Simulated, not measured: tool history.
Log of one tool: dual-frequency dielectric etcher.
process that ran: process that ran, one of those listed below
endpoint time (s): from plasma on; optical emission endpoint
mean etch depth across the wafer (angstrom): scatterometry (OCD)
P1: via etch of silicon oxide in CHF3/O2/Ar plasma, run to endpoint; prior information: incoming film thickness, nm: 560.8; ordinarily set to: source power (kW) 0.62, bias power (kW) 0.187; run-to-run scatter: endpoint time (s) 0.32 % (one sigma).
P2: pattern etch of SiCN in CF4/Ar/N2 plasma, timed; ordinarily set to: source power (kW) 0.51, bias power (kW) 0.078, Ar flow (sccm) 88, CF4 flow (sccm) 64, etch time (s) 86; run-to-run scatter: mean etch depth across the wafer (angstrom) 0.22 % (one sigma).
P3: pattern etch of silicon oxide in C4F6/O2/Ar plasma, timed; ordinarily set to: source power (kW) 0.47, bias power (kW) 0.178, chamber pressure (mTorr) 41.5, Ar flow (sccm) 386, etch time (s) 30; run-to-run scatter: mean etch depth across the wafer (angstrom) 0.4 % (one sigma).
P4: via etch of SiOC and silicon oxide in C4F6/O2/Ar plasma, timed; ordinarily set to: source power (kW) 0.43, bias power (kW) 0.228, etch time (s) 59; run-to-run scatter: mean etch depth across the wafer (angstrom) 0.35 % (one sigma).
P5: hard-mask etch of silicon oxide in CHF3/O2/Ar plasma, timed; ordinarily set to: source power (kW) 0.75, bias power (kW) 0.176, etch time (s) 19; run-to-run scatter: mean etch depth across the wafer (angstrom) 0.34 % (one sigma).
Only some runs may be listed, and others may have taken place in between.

| run | hour | process that ran | source power (kW) | bias power (kW) | etch time (s) | Ar flow (sccm) | CF4 flow (sccm) | chamber pressure (mTorr) | hours since the last wet clean | hours since the last source power generator calibration | hours since the last bias power generator calibration | endpoint time (s) | mean etch depth across the wafer (angstrom) |
|---|---|---|---|---|---|---|---|---|---|---|---|---|---|
| 1 | 6.4 | P1 | 0.62 | 0.187 |  |  |  |  | 224.2 | 232.1 | 1910.6 | 288.9 |  |
| 2 | 10.5 | P5 | 0.75 | 0.176 | 19 |  |  |  | 228.3 | 236.2 | 1914.7 |  | 404.71 |
| 3 | 15.9 | P1 | 0.62 | 0.187 |  |  |  |  | 233.7 | 241.6 | 1920.1 | 287.06 |  |
| 4 | 20.8 | P1 | 0.62 | 0.132 |  |  |  |  | 238.6 | 246.5 | 1925 | 320.89 |  |
| 5 | 25.7 | P2 | 0.51 | 0.063 | 86 | 88 | 64 |  | 243.5 | 251.4 | 1929.9 |  | 771.01 |
| 6 | 29.9 | P2 | 0.51 | 0.078 | 86 | 88 | 64 |  | 247.7 | 255.6 | 1934.1 |  | 825.53 |
| 7 | 34 | P3 | 0.47 | 0.178 | 30 | 386 |  | 41.5 | 251.8 | 259.7 | 1938.2 |  | 919 |
| 8 | 40.1 | P3 | 0.47 | 0.178 | 30 | 386 |  | 57.5 | 257.9 | 265.8 | 1944.3 |  | 886.46 |
| 9 | 47.1 | P1 | 0.62 | 0.187 |  |  |  |  | 264.9 | 272.8 | 1951.3 | 288.76 |  |
| 10 | 52 | P1 | 0.62 | 0.187 |  |  |  |  | 269.8 | 277.7 | 1956.2 | 287.28 |  |
| 11 | 59.6 | P5 | 0.75 | 0.176 | 28 |  |  |  | 277.4 | 285.3 | 1963.8 |  | 601.18 |
| 12 | 63.9 | P5 | 0.75 | 0.106 | 19 |  |  |  | 281.7 | 289.6 | 1968.1 |  | 347.88 |
| 13 | 68.9 | P1 | 0.75 | 0.234 |  |  |  |  | 286.7 | 294.6 | 1973.1 | 247.63 |  |
| 14 | 76.3 | P4 | 0.43 | 0.228 | 44.5 |  |  |  | 294.1 | 302 | 1980.5 |  | 561.68 |
| 15 | 80.6 | P2 | 0.32 | 0.078 | 86 | 88 | 64 |  | 298.4 | 306.3 | 1984.8 |  | 553.01 |
| 16 | 86.7 | P1 | 0.62 | 0.23 |  |  |  |  | 304.5 | 312.4 | 1990.9 | 268.09 |  |
| 17 | 92.3 | P2 | 0.51 | 0.078 | 121.5 | 88 | 64 |  | 310.1 | 318 | 1996.5 |  | 1169.4 |
| 18 | 99 | P4 | 0.52 | 0.228 | 59 |  |  |  | 316.8 | 324.7 | 2003.2 |  | 808.6 |
| 19 | 102.7 | P5 | 0.75 | 0.176 | 19 |  |  |  | 320.5 | 328.4 | 2006.9 |  | 406.77 |
| 20 | 108.8 | P1 | 0.38 | 0.187 |  |  |  |  | 326.6 | 334.5 | 2013 | 344.52 |  |
| 21 | 116 | P2 | 0.51 | 0.078 | 86 | 88 | 49 |  | 333.8 | 341.7 | 2020.2 |  | 795.07 |
| 22 | 120.8 | P2 | 0.51 | 0.078 | 86 | 88 | 64 |  | 338.6 | 346.5 | 2025 |  | 826.82 |
| 23 | 124.4 | P1 | 0.62 | 0.187 |  |  |  |  | 342.2 | 350.1 | 2028.6 | 286.04 |  |
| 24 | 129.2 | P1 | 0.62 | 0.187 |  |  |  |  | 347 | 354.9 | 2033.4 | 287.27 |  |
| 25 | 133.1 | P1 | 0.88 | 0.187 |  |  |  |  | 350.9 | 358.8 | 2037.3 | 249.23 |  |
|  | 136.4 | source power generator calibrated |
| 26 | 139.6 | P3 | 0.47 | 0.237 | 30 | 386 |  | 41.5 | 357.4 | 3.2 | 2043.8 |  | 1012.4 |
| 27 | 144.2 | P3 | 0.27 | 0.178 | 30 | 386 |  | 41.5 | 362 | 7.8 | 2048.4 |  | 739.26 |
| 28 | 149.6 | P5 | 0.93 | 0.176 | 19 |  |  |  | 367.4 | 13.2 | 2053.8 |  | 439.99 |
| 29 | 153.4 | P1 | 0.48 | 0.24 |  |  |  |  | 371.2 | 17 | 2057.6 | 290.54 |  |
| 30 | 158.1 | P3 | 0.47 | 0.178 | 30 | 294 |  | 41.5 | 375.9 | 21.7 | 2062.3 |  | 951.9 |
| 31 | 163.4 | P2 | 0.51 | 0.078 | 86 | 105 | 64 |  | 381.2 | 27 | 2067.6 |  | 807.79 |
| 32 | 168.7 | P4 | 0.43 | 0.228 | 59 |  |  |  | 386.5 | 32.3 | 2072.9 |  | 751.72 |
| 33 | 172 | P3 | 0.47 | 0.178 | 17.5 | 386 |  | 41.5 | 389.8 | 35.6 | 2076.2 |  | 533.59 |
| 34 | 177.3 | P4 | 0.43 | 0.141 | 59 |  |  |  | 395.1 | 40.9 | 2081.5 |  | 644.28 |
| 35 | 184.1 | P1 | 0.62 | 0.187 |  |  |  |  | 401.9 | 47.7 | 2088.3 | 287.97 |  |
| 36 | 191.2 | P1 | 0.62 | 0.187 |  |  |  |  | 409 | 54.8 | 2095.4 | 289 |  |
| 37 | 196.1 | P1 | 0.62 | 0.187 |  |  |  |  | 413.9 | 59.7 | 2100.3 | 291.21 |  |
| 38 | 201.9 | P1 | 0.62 | 0.187 |  |  |  |  | 419.7 | 65.5 | 2106.1 | 290.91 |  |
| 39 | 207.6 | P1 | 0.62 | 0.187 |  |  |  |  | 425.4 | 71.2 | 2111.8 | 292.41 |  |

Estimate the outcome of run 40 from the log above:
| 40 | 211.9 | P1 | 0.62 | 0.187 |  |  |  |  | 429.7 | 75.5 | 2116.1 | ? |  |

{"run 40": {"endpoint time (s)": 292.03}}
